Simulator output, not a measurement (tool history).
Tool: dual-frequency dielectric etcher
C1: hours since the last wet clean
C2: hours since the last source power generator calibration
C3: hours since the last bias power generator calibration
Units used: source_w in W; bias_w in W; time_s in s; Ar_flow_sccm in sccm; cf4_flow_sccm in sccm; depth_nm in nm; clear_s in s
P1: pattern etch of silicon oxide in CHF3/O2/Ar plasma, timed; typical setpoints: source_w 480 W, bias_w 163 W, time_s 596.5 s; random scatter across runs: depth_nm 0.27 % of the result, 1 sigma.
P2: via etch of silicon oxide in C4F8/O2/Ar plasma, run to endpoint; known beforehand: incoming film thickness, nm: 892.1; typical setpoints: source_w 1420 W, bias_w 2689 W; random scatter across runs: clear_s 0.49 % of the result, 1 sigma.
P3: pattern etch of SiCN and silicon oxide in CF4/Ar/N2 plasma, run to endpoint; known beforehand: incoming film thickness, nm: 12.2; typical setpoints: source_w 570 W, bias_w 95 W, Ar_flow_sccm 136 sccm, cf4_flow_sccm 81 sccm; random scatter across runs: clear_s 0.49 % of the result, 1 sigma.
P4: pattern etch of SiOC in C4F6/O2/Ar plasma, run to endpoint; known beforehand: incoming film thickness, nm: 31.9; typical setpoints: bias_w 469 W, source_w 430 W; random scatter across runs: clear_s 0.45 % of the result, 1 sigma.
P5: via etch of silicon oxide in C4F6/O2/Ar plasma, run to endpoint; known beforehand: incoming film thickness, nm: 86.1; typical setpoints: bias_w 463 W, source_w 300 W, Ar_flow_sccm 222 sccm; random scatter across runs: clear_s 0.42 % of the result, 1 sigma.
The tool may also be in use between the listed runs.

Run 1, day 0.150: process P1, source_w 480 W, bias_w 163 W, time_s 596.5 s; C1 127.4; C2 1207.6; C3 1570.0. Result: depth_nm 1054.00 nm.
Run 2, day 0.275: process P5, source_w 300 W, bias_w 463 W, Ar_flow_sccm 222 sccm; C1 130.4; C2 1210.6; C3 1573.0. Result: clear_s 20.9220 s.
Run 3, day 0.508: process P3, source_w 570 W, bias_w 56 W, Ar_flow_sccm 136 sccm, cf4_flow_sccm 81 sccm; C1 136.0; C2 1216.2; C3 1578.6. Result: clear_s 12.8340 s.
Run 4, day 0.717: process P3, source_w 570 W, bias_w 95 W, Ar_flow_sccm 136 sccm, cf4_flow_sccm 81 sccm; C1 141.0; C2 1221.2; C3 1583.6. Result: clear_s 10.6800 s.
Run 5, day 0.867: process P5, source_w 240 W, bias_w 463 W, Ar_flow_sccm 222 sccm; C1 144.6; C2 1224.8; C3 1587.2. Result: clear_s 22.7790 s.
Run 6, day 0.992: process P3, source_w 460 W, bias_w 95 W, Ar_flow_sccm 136 sccm, cf4_flow_sccm 81 sccm; C1 147.6; C2 1227.8; C3 1590.2. Result: clear_s 12.9590 s.
Run 7, day 1.212: process P1, source_w 480 W, bias_w 163 W, time_s 596.5 s; C1 152.9; C2 1233.1; C3 1595.5. Result: depth_nm 1059.90 nm.
Run 8, day 1.400: process P1, source_w 610 W, bias_w 163 W, time_s 596.5 s; C1 157.4; C2 1237.6; C3 1600.0. Result: depth_nm 1156.00 nm.
Run 9, day 1.621: process P1, source_w 480 W, bias_w 223 W, time_s 596.5 s; C1 162.7; C2 1242.9; C3 1605.3. Result: depth_nm 1171.70 nm.
Run 10, day 1.833: process P4, source_w 430 W, bias_w 469 W; C1 167.8; C2 1248.0; C3 1610.4. Result: clear_s 11.3910 s.
Run 11, day 2.067: process P2, source_w 1420 W, bias_w 2689 W; C1 173.4; C2 1253.6; C3 1616.0. Result: clear_s 184.8600 s.
Run 12, day 2.229: process P1, source_w 480 W, bias_w 163 W, time_s 395.5 s; C1 177.3; C2 1257.5; C3 1619.9. Result: depth_nm 699.00 nm.
Run 13, day 2.354: process P1, source_w 480 W, bias_w 163 W, time_s 596.5 s; C1 180.3; C2 1260.5; C3 1622.9. Result: depth_nm 1053.40 nm.
Run 14, day 2.471: process P1, source_w 480 W, bias_w 163 W, time_s 596.5 s; C1 183.1; C2 1263.3; C3 1625.7. Result: depth_nm 1052.70 nm.
Run 15, day 2.708: process P1, source_w 480 W, bias_w 107 W, time_s 596.5 s; C1 188.8; C2 1269.0; C3 1631.4. Result: depth_nm 921.56 nm.
Run 16, day 2.925: process P5, source_w 300 W, bias_w 644 W, Ar_flow_sccm 222 sccm; C1 194.0; C2 1274.2; C3 1636.6. Result: clear_s 18.3020 s.
Run 17, day 3.129: process P1, source_w 370 W, bias_w 163 W, time_s 596.5 s; C1 198.9; C2 1279.1; C3 1641.5. Result: depth_nm 954.80 nm.
Run 18, day 3.238: process P4, source_w 430 W, bias_w 469 W; C1 201.5; C2 1281.7; C3 1644.1. Result: clear_s 11.3340 s.
Run 19, day 3.371: process P1, source_w 600 W, bias_w 163 W, time_s 812.0 s; C1 204.7; C2 1284.9; C3 1647.3. Result: depth_nm 1570.20 nm.
Run 20, day 3.554: process P5, source_w 300 W, bias_w 463 W, Ar_flow_sccm 156 sccm; C1 209.1; C2 1289.3; C3 1651.7. Result: clear_s 20.2320 s.
Run 21, day 3.675: process P1, source_w 480 W, bias_w 163 W, time_s 596.5 s; C1 212.0; C2 1292.2; C3 1654.6. Result: depth_nm 1054.60 nm.
Run 22, day 3.854: process P1, source_w 480 W, bias_w 163 W, time_s 758.5 s; C1 216.3; C2 1296.5; C3 1658.9. Result: depth_nm 1336.20 nm.
Run 23, day 4.029: process P2, source_w 1420 W, bias_w 3800 W; C1 220.5; C2 1300.7; C3 1663.1. Result: clear_s 164.8800 s.
Run 24, day 4.171: process P4, source_w 610 W, bias_w 469 W; C1 223.9; C2 1304.1; C3 1666.5. Result: clear_s 9.9008 s.
Run 25, day 4.300: process P4, source_w 430 W, bias_w 310 W; C1 227.0; C2 1307.2; C3 1669.6. Result: clear_s 13.1310 s.
Run 26, day 4.429: process P3, source_w 570 W, bias_w 95 W, Ar_flow_sccm 175 sccm, cf4_flow_sccm 81 sccm; C1 230.1; C2 1310.3; C3 1672.7. Result: clear_s 11.0980 s.
Run 27, day 4.588: process P5, source_w 300 W, bias_w 463 W, Ar_flow_sccm 222 sccm; C1 233.9; C2 1314.1; C3 1676.5. Result: clear_s 21.0020 s.
Run 28, day 4.783: process P3, source_w 570 W, bias_w 95 W, Ar_flow_sccm 136 sccm, cf4_flow_sccm 114 sccm; C1 238.6; C2 1318.8; C3 1681.2. Result: clear_s 10.1820 s.
Run 29, day 4.988: process P2, source_w 1950 W, bias_w 2689 W; C1 243.5; C2 1323.7; C3 1686.1. Result: clear_s 165.2200 s.
Run 30, day 5.167: process P1, source_w 370 W, bias_w 189 W, time_s 596.5 s; C1 247.8; C2 1328.0; C3 1690.4. Result: depth_nm 1002.40 nm.
Run 31, day 5.292: process P1, source_w 480 W, bias_w 163 W, time_s 596.5 s; C1 250.8; C2 1331.0; C3 1693.4. Result: depth_nm 1052.40 nm.
Run 32, day 5.492: process P1, source_w 480 W, bias_w 163 W, time_s 596.5 s; C1 255.6; C2 1335.8; C3 1698.2. Result: depth_nm 1060.60 nm.
Run 33, day 5.683: process P1, source_w 480 W, bias_w 163 W, time_s 596.5 s; C1 260.2; C2 1340.4; C3 1702.8. Result: depth_nm 1067.10 nm.
Run 34, day 5.875: process P1, source_w 480 W, bias_w 163 W, time_s 596.5 s; C1 264.8; C2 1345.0; C3 1707.4. Result: depth_nm 1062.20 nm.
Run 35, day 5.992: process P1, source_w 480 W, bias_w 163 W, time_s 596.5 s; C1 267.6; C2 1347.8; C3 1710.2. Result: depth_nm 1066.10 nm.
At day 6.025: wet clean of the chamber.
Run 36, day 6.150: process P1, source_w 480 W, bias_w 163 W, time_s 596.5 s; C1 3.1; C2 1351.6; C3 1714.0. Result: depth_nm 1062.70 nm.
Run 37, day 6.296: process P1, source_w 480 W, bias_w 163 W, time_s 596.5 s; C1 6.6; C2 1355.1; C3 1717.5. Result: depth_nm 1072.00 nm.
Run 38, day 6.450: process P1, source_w 480 W, bias_w 163 W, time_s 596.5 s; C1 10.3; C2 1358.8; C3 1721.2. Result: depth_nm 1065.10 nm.
Run 39, day 6.638: process P1, source_w 480 W, bias_w 163 W, time_s 596.5 s; C1 14.8; C2 1363.3; C3 1725.7. Result: depth_nm 1064.50 nm.

The output of P1 has drifted from where it used to be. Each of the 2 causes below, taken at the size shown beside it, accounts for the log equally well:
A: bias power that arrives over what is set, % = 4.52
B: source power that arrives over what is set, % = 3.96
The creep began at about day 5.292.
Every other cause this tool's parts could produce, and why it does not fit the log:
chamber walls in a state that raises the etch rate, %: serviced at day 6.025, after the drift had started, without restoring the earlier output

4 check runs are offered, each on 3 wafers whose results are averaged, their results left as question marks. Which one tells the causes apart?
Run check 1, day 6.825: process P4, source_w 600 W, bias_w 469 W. Result: clear_s ?.
Run check 2, day 6.825: process P2, source_w 1420 W, bias_w 3508 W. Result: clear_s ?.
Run check 3, day 6.825: process P5, source_w 300 W, bias_w 543 W, Ar_flow_sccm 222 sccm. Result: clear_s ?.
Run check 4, day 6.825: process P3, source_w 570 W, bias_w 66 W, Ar_flow_sccm 136 sccm, cf4_flow_sccm 98 sccm. Result: clear_s ?.

Predicted outcomes, by check and by cause:
  check   result      if A      if B
check 1  clear_s    9.8752    9.8909
check 2  clear_s  167.3400  167.2700
check 3  clear_s   19.3500   19.4040
check 4  clear_s   11.6060   11.3750
Gap, in per cent, between the two causes that each check separates least, read from the result that separates them most: check 1 0.16 %; check 2 0.04 %; check 3 0.28 %; check 4 2.01 %
Check 4 is the one run that separates the causes; every other check would come out nearly the same whichever cause is at work.

Running check 4 produced the following: clear_s 11.4280 s. Which one of the listed causes fits?

The cause is B: source power that arrives over what is set, %.
